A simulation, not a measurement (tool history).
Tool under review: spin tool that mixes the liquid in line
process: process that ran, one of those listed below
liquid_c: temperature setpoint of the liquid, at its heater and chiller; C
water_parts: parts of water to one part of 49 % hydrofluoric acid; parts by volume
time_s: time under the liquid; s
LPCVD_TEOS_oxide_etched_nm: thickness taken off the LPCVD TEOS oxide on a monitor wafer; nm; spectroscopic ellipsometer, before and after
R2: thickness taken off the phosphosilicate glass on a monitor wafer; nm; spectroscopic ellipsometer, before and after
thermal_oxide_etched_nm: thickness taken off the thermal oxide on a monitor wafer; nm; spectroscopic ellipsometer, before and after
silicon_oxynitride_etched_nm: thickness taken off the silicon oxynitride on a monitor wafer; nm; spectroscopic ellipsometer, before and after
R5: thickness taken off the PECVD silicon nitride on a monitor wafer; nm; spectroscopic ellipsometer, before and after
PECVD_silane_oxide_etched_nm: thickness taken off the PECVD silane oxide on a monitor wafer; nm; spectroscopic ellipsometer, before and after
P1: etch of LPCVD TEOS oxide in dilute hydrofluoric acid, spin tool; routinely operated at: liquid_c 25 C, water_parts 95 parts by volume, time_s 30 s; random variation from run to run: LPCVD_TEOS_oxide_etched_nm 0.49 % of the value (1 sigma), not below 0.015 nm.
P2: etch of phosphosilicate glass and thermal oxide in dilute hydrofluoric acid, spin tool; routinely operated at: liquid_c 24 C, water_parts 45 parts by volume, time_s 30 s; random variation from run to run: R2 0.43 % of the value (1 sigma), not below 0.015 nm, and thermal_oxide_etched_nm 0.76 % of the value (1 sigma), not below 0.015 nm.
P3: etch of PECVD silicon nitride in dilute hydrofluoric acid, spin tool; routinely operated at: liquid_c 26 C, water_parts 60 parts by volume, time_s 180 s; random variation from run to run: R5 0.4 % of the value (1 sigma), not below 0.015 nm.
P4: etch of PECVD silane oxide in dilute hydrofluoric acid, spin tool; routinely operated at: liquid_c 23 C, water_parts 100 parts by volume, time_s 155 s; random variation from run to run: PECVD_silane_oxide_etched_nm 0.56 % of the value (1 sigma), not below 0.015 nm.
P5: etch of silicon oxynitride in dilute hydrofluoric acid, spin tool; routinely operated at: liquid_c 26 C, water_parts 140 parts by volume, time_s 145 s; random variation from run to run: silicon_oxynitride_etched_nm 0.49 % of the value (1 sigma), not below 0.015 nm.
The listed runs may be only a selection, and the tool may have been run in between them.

Run 1, day 0.592: process P1, liquid_c 25 C, water_parts 95 parts by volume, time_s 30 s. Result: LPCVD_TEOS_oxide_etched_nm 10.112 nm.
Run 2, day 1.05: process P2, liquid_c 24 C, water_parts 45 parts by volume, time_s 30 s. Result: R2 43.731 nm, thermal_oxide_etched_nm 3.6982 nm.
Run 3, day 1.575: process P5, liquid_c 26 C, water_parts 30 parts by volume, time_s 145 s. Result: silicon_oxynitride_etched_nm 26.499 nm.
Run 4, day 2.175: process P1, liquid_c 25 C, water_parts 95 parts by volume, time_s 30 s. Result: LPCVD_TEOS_oxide_etched_nm 10.211 nm.
Run 5, day 2.867: process P5, liquid_c 32 C, water_parts 140 parts by volume, time_s 145 s. Result: silicon_oxynitride_etched_nm 6.6662 nm.
Run 6, day 3.433: process P1, liquid_c 25 C, water_parts 95 parts by volume, time_s 15 s. Result: LPCVD_TEOS_oxide_etched_nm 5.0331 nm.
Run 7, day 4.15: process P1, liquid_c 25 C, water_parts 25 parts by volume, time_s 30 s. Result: LPCVD_TEOS_oxide_etched_nm 42.584 nm.
Run 8, day 4.621: process P3, liquid_c 26 C, water_parts 60 parts by volume, time_s 180 s. Result: R5 13.256 nm.
Run 9, day 5.008: process P1, liquid_c 18.5 C, water_parts 95 parts by volume, time_s 30 s. Result: LPCVD_TEOS_oxide_etched_nm 7.7063 nm.
Run 10, day 5.521: process P3, liquid_c 26 C, water_parts 60 parts by volume, time_s 180 s. Result: R5 13.015 nm.
Run 11, day 5.9: process P1, liquid_c 25 C, water_parts 95 parts by volume, time_s 30 s. Result: LPCVD_TEOS_oxide_etched_nm 10.144 nm.
Run 12, day 6.65: process P1, liquid_c 33 C, water_parts 95 parts by volume, time_s 30 s. Result: LPCVD_TEOS_oxide_etched_nm 13.736 nm.
Run 13, day 7.317: process P4, liquid_c 23 C, water_parts 100 parts by volume, time_s 155 s. Result: PECVD_silane_oxide_etched_nm 51.383 nm.
Run 14, day 8.021: process P2, liquid_c 24 C, water_parts 75 parts by volume, time_s 30 s. Result: R2 25.076 nm, thermal_oxide_etched_nm 2.094 nm.
Run 15, day 8.775: process P1, liquid_c 28.5 C, water_parts 95 parts by volume, time_s 15 s. Result: LPCVD_TEOS_oxide_etched_nm 5.774 nm.
Run 16, day 9.412: process P1, liquid_c 25 C, water_parts 145 parts by volume, time_s 30 s. Result: LPCVD_TEOS_oxide_etched_nm 6.3044 nm.
Run 17, day 10.075: process P1, liquid_c 25 C, water_parts 95 parts by volume, time_s 30 s. Result: LPCVD_TEOS_oxide_etched_nm 10.159 nm.
Run 18, day 10.762: process P4, liquid_c 23 C, water_parts 20 parts by volume, time_s 155 s. Result: PECVD_silane_oxide_etched_nm 285.39 nm.
Run 19, day 11.383: process P4, liquid_c 28.5 C, water_parts 100 parts by volume, time_s 155 s. Result: PECVD_silane_oxide_etched_nm 63.288 nm.
Run 20, day 12.129: process P2, liquid_c 28.5 C, water_parts 45 parts by volume, time_s 30 s. Result: R2 52.939 nm, thermal_oxide_etched_nm 4.3902 nm.
Run 21, day 12.896: process P3, liquid_c 19 C, water_parts 60 parts by volume, time_s 180 s. Result: R5 8.168 nm.
Run 22, day 13.512: process P1, liquid_c 25 C, water_parts 95 parts by volume, time_s 45 s. Result: LPCVD_TEOS_oxide_etched_nm 15.24 nm.
Run 23, day 14.021: process P4, liquid_c 23 C, water_parts 100 parts by volume, time_s 65 s. Result: PECVD_silane_oxide_etched_nm 21.479 nm.
At day 14.067: thermometer replaced.
Run 24, day 14.804: process P1, liquid_c 25 C, water_parts 95 parts by volume, time_s 30 s. Result: LPCVD_TEOS_oxide_etched_nm 10.098 nm.
Run 25, day 15.554: process P2, liquid_c 24 C, water_parts 45 parts by volume, time_s 45 s. Result: R2 66.06 nm, thermal_oxide_etched_nm 5.5119 nm.
Run 26, day 16.317: process P1, liquid_c 18 C, water_parts 45 parts by volume, time_s 30 s. Result: LPCVD_TEOS_oxide_etched_nm 17.11 nm.
Run 27, day 16.783: process P4, liquid_c 23 C, water_parts 100 parts by volume, time_s 155 s. Result: PECVD_silane_oxide_etched_nm 51.2 nm.
Run 28, day 17.5: process P3, liquid_c 26 C, water_parts 60 parts by volume, time_s 365 s. Result: R5 26.617 nm.
Run 29, day 17.892: process P5, liquid_c 26 C, water_parts 140 parts by volume, time_s 145 s. Result: silicon_oxynitride_etched_nm 5.1763 nm.
Run 30, day 18.479: process P1, liquid_c 25 C, water_parts 95 parts by volume, time_s 30 s. Result: LPCVD_TEOS_oxide_etched_nm 10.11 nm.
Run 31, day 18.892: process P3, liquid_c 26 C, water_parts 20 parts by volume, time_s 180 s. Result: R5 38.194 nm.
Run 32, day 19.338: process P5, liquid_c 26 C, water_parts 140 parts by volume, time_s 235 s. Result: silicon_oxynitride_etched_nm 8.3747 nm.
Run 33, day 19.938: process P1, liquid_c 25 C, water_parts 95 parts by volume, time_s 30 s. Result: LPCVD_TEOS_oxide_etched_nm 10.062 nm.
Run 34, day 20.675: process P1, liquid_c 25 C, water_parts 95 parts by volume, time_s 30 s. Result: LPCVD_TEOS_oxide_etched_nm 10.417 nm.
Run 35, day 21.425: process P1, liquid_c 25 C, water_parts 95 parts by volume, time_s 30 s. Result: LPCVD_TEOS_oxide_etched_nm 10.702 nm.
Run 36, day 22.2: process P1, liquid_c 25 C, water_parts 95 parts by volume, time_s 30 s. Result: LPCVD_TEOS_oxide_etched_nm 10.788 nm.
Run 37, day 22.796: process P1, liquid_c 25 C, water_parts 95 parts by volume, time_s 30 s. Result: LPCVD_TEOS_oxide_etched_nm 10.716 nm.
Run 38, day 23.212: process P1, liquid_c 25 C, water_parts 95 parts by volume, time_s 30 s. Result: LPCVD_TEOS_oxide_etched_nm 10.875 nm.
Run 39, day 23.738: process P1, liquid_c 25 C, water_parts 95 parts by volume, time_s 30 s. Result: LPCVD_TEOS_oxide_etched_nm 10.775 nm.
Run 40, day 24.325: process P1, liquid_c 25 C, water_parts 95 parts by volume, time_s 30 s. Result: LPCVD_TEOS_oxide_etched_nm 10.79 nm.
Run 41, day 24.925: process P1, liquid_c 25 C, water_parts 95 parts by volume, time_s 30 s. Result: LPCVD_TEOS_oxide_etched_nm 10.835 nm.
Run 42, day 25.579: process P1, liquid_c 25 C, water_parts 95 parts by volume, time_s 30 s. Result: LPCVD_TEOS_oxide_etched_nm 10.774 nm.

Something has made what P1 gives creep away from where it was; the 2 causes below, each at its own stated size, fit the log equally well:
A: hydrofluoric acid flow above the setpoint (%) = 6.08
B: liquid hotter than its thermometer reads (K) = 1.69
The onset of the drift is placed at about day 19.938.

Question marks stand in for the results of the 4 check runs listed below, each run on one wafer. Under which run would the listed causes show clearly different results?
Run check 1, day 26.233: process P3, liquid_c 26 C, water_parts 35 parts by volume, time_s 345 s. Result: R5 ?.
Run check 2, day 26.233: process P4, liquid_c 26 C, water_parts 25 parts by volume, time_s 155 s. Result: PECVD_silane_oxide_etched_nm ?.
Run check 3, day 26.233: process P2, liquid_c 24 C, water_parts 55 parts by volume, time_s 30 s. Result: R2 ?, thermal_oxide_etched_nm ?.
Run check 4, day 26.233: process P5, liquid_c 32 C, water_parts 140 parts by volume, time_s 145 s. Result: silicon_oxynitride_etched_nm ?.

If the cause were each of the candidates in turn, the checks would give the following:
  check                        result    if A    if B
check 1                            R5  45.188  47.742
check 2  PECVD_silane_oxide_etched_nm  272.61  274.97
check 3                            R2  37.682  37.896
check 3       thermal_oxide_etched_nm  3.1408  3.1587
check 4  silicon_oxynitride_etched_nm  7.1784  7.2098
Per-check spread between the two closest causes, in the result where they differ most: check 1 5.5 %; check 2 0.86 %; check 3 0.57 %; check 4 0.44 %
The other checks would show nearly matching results whichever cause is true, so check 1 is the only one that separates the causes.

The results of check 1 are: R5 44.965 nm. Based on these, which of the listed causes is it?

It was cause A: hydrofluoric acid flow above the setpoint (%).
